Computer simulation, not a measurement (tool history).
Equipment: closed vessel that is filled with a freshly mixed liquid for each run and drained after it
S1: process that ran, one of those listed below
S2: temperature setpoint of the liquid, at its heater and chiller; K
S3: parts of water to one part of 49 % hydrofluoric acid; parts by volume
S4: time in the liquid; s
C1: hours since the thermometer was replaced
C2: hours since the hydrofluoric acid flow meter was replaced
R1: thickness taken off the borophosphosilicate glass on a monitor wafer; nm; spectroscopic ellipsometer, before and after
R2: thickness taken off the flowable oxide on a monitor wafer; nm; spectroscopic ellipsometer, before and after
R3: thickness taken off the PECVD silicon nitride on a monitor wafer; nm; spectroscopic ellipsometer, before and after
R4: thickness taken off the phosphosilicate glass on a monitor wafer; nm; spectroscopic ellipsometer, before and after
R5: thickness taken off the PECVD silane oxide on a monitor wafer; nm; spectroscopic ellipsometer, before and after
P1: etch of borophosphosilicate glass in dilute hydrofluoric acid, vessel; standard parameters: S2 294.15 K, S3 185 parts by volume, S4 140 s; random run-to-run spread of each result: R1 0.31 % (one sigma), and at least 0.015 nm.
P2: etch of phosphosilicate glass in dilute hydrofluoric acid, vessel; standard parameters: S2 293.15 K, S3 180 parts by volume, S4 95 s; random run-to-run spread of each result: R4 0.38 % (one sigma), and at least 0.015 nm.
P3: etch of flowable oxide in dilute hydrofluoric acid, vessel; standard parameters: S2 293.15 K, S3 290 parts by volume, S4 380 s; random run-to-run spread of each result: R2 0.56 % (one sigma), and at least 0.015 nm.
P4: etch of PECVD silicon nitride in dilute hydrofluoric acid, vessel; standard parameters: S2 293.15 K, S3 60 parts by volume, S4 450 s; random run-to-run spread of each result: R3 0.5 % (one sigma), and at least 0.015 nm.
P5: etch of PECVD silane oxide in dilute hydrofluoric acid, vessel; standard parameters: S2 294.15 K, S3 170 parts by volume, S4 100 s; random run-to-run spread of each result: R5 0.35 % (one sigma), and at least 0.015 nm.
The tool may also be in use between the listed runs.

run   hour  S1      S2   S3   S4      C1     C2      R1      R2      R3      R4      R5
  1   11.2  P1  294.15  185  140  1869.2    640  34.193
  2   16.1  P1  294.15  320  265  1874.1  644.9  32.894
  3   23.9  P3  293.15  290  380  1881.9  652.7          50.143
  4   30.5  P4  293.15   60  450  1888.5  659.3                  23.481
  5   39.8  P2  293.15  180  155  1897.8  668.6                          61.407
  6   45.9  P1  290.15  185  140  1903.9  674.7  29.137
  7   52.9  P2  293.15  180   95  1910.9  681.7                           37.31
  8   60.1  P1  294.15  185  215  1918.1  688.9  52.111
  9   68.6  P1  300.65  185  140  1926.6  697.4  43.311
 10   75.9  P1  294.15  185  140  1933.9  704.7  34.117
 11   85.7  P3  298.15  290  380  1943.7  714.5          60.497
 12   93.5  P1  294.15  185  140  1951.5  722.3  33.785
 13  101.7  P4  293.15   60   30  1959.7  730.5                  1.5722
 14  107.9  P3  293.15   80  380  1965.9  736.7          222.17
 15  118.6  P1  294.15  185   65  1976.6  747.4  15.897
 16  127.5  P3  293.15  290  660  1985.5  756.3          87.965
 17  134.1  P1  294.15  185  140  1992.1  762.9  34.011
 18  139.7  P1  294.15  300  140  1997.7  768.5    18.8
 19  145.1  P5  294.15  280  100  2003.1  773.9                                  5.9367
 20  155.5  P1  298.15  185   45  2013.5  784.3  12.697
 21  160.6  P1  294.15  185  140  2018.6  789.4   34.23
 22  169.7  P1  290.15   75  140  2027.7  798.5   80.31
 23  180.1  P1  294.15   95  140  2038.1  808.9  72.815
 24  189.7  P4  290.15   60  450  2047.7  818.5                  18.971
 25  197.6  P2  293.15  180   95  2055.6  826.4                          37.312
 26  205.6  P2  301.65  180   95  2063.6  834.4                          51.619
 27  215.2  P5  290.15  170  100  2073.2    844                                   9.268
 28  225.9  P2  293.15  105   95  2083.9  854.7                          69.877
 29  234.4  P4  293.15   20  450  2092.4  863.2                  67.216
 30  244.5  P4  293.15   60  450  2102.5  873.3                  23.608
 31  254.5  P1  294.15  185  140  2112.5  883.3  33.983
 32  259.7  P5  294.15  170  195  2117.7  888.5                                  21.113
 33  269.5  P5  294.15  170  100  2127.5  898.3                                   10.85
 34  275.3  P1  294.15  185  140  2133.3  904.1  33.914
 35  284.6  P1  294.15  185  140  2142.6  913.4  33.101
 36  292.8  P1  294.15  185  140  2150.8  921.6  32.403
 37  300.2  P1  294.15  185  140  2158.2    929  32.395
 38    308  P1  294.15  185  140    2166  936.8  32.057
 39  316.5  P1  294.15  185  140  2174.5  945.3  31.788
 40  326.1  P1  294.15  185  140  2184.1  954.9  31.696
 41  333.5  P1  294.15  185  140  2191.5  962.3  31.734
 42  341.2  P1  294.15  185  140  2199.2    970  31.603
 43  346.9  P1  294.15  185  140  2204.9  975.7  31.657

Compared with where it was, what P1 gives has crept away. Each cause listed below fits the log as well as the rest, at the size given for it:
A: liquid colder than its thermometer reads (K) = 1.92
B: hydrofluoric acid flow below the setpoint (%) = 6.06
The process output started creeping at around hour 275.3.

Listed below are the offered check runs, one wafer per run, with question marks in place of results. For which of them would the causes give clearly different outcomes?
check 1  352.6  P3  293.15  290  380               ?
check 2  352.6  P4  293.15   60  450                   ?
check 3  352.6  P5  294.15  170  100                           ?
check 4  352.6  P2  293.15  180   95                       ?

What each check would give under each cause:
  check  result    if A    if B
check 1      R2  46.695  46.327
check 2      R3  20.465  22.012
check 3      R5  10.055  10.071
check 4      R4  34.725  34.784
Distance between the nearest two causes, measured in the result of the check that separates them most: check 1 0.79 %; check 2 7.29 %; check 3 0.16 %; check 4 0.17 %
Check 2 distinguishes between the causes, while the remaining checks would return nearly the same result for all of them.

Check 2 was then run and gave: R3 22.014 nm. Which cause is it?

The correct cause is B, namely: hydrofluoric acid flow below the setpoint (%).

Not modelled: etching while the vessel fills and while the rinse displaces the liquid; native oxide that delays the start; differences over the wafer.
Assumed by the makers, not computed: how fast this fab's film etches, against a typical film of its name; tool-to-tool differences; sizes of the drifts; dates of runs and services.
